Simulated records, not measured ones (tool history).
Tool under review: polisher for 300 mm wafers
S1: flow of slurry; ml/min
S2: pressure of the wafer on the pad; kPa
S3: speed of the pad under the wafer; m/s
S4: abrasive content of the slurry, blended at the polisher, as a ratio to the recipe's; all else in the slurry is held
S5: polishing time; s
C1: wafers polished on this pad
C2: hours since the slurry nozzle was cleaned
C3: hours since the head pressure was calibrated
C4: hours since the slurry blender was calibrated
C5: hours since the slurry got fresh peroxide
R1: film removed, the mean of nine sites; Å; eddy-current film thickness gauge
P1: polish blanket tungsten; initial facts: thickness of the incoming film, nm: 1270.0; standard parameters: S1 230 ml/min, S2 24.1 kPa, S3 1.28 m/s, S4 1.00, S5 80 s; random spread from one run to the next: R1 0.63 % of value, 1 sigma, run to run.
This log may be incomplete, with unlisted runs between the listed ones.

run	day	S1	S2	S3	S4	S5	C1	C2	C3	C4	C5	R1
1	0.242	230	24.1	1.28	1.00	80	453	409.9	156.3	93.5	42.1	5149.9
2	0.446	230	24.1	1.28	1.00	80	489	414.8	161.2	98.4	47.0	5125.5
3	0.675	230	24.1	1.28	1.00	80	530	420.3	166.7	103.9	52.5	5174.5
4	1.021	230	24.1	1.28	0.65	80	590	428.6	175.0	112.2	60.8	4636.1
5	1.208	230	24.1	1.92	1.00	80	623	433.1	179.5	116.7	65.3	7767.4
6	1.438	230	15.9	1.28	1.00	80	664	438.6	185.0	122.2	70.8	3397.5
7	1.617	230	35.9	1.28	0.60	80	695	442.9	189.3	126.5	75.1	6832.2
8	1.888	140	24.1	1.28	1.00	80	743	449.4	195.8	133.0	81.6	4767.7
9	2.225	230	24.1	1.28	1.00	80	802	457.5	203.9	141.1	89.7	5096.7
10	2.596	230	24.1	1.28	1.00	36	868	466.4	212.8	150.0	98.6	2320.1
11	2.767	230	24.1	1.28	1.00	80	898	470.5	216.9	154.1	102.7	5170.5
12	3.079	230	24.1	1.28	1.30	80	953	478.0	224.4	161.6	110.2	5516.3
# day 3.104: slurry tank refilled with fresh slurry and peroxide
13	3.296	230	24.1	1.28	1.00	126	991	483.2	229.6	166.8	4.6	8126.4
14	3.471	230	24.1	1.28	1.00	80	1022	487.4	233.8	171.0	8.8	5152.9
15	3.750	300	24.1	1.28	1.00	80	1071	494.1	240.5	177.7	15.5	5268.1

Predict the results of run 16:
16	4.096	230	24.1	1.28	1.00	80	1132	502.4	248.8	186.0	23.8	?

{"run 16": {"R1": 5159.7}}
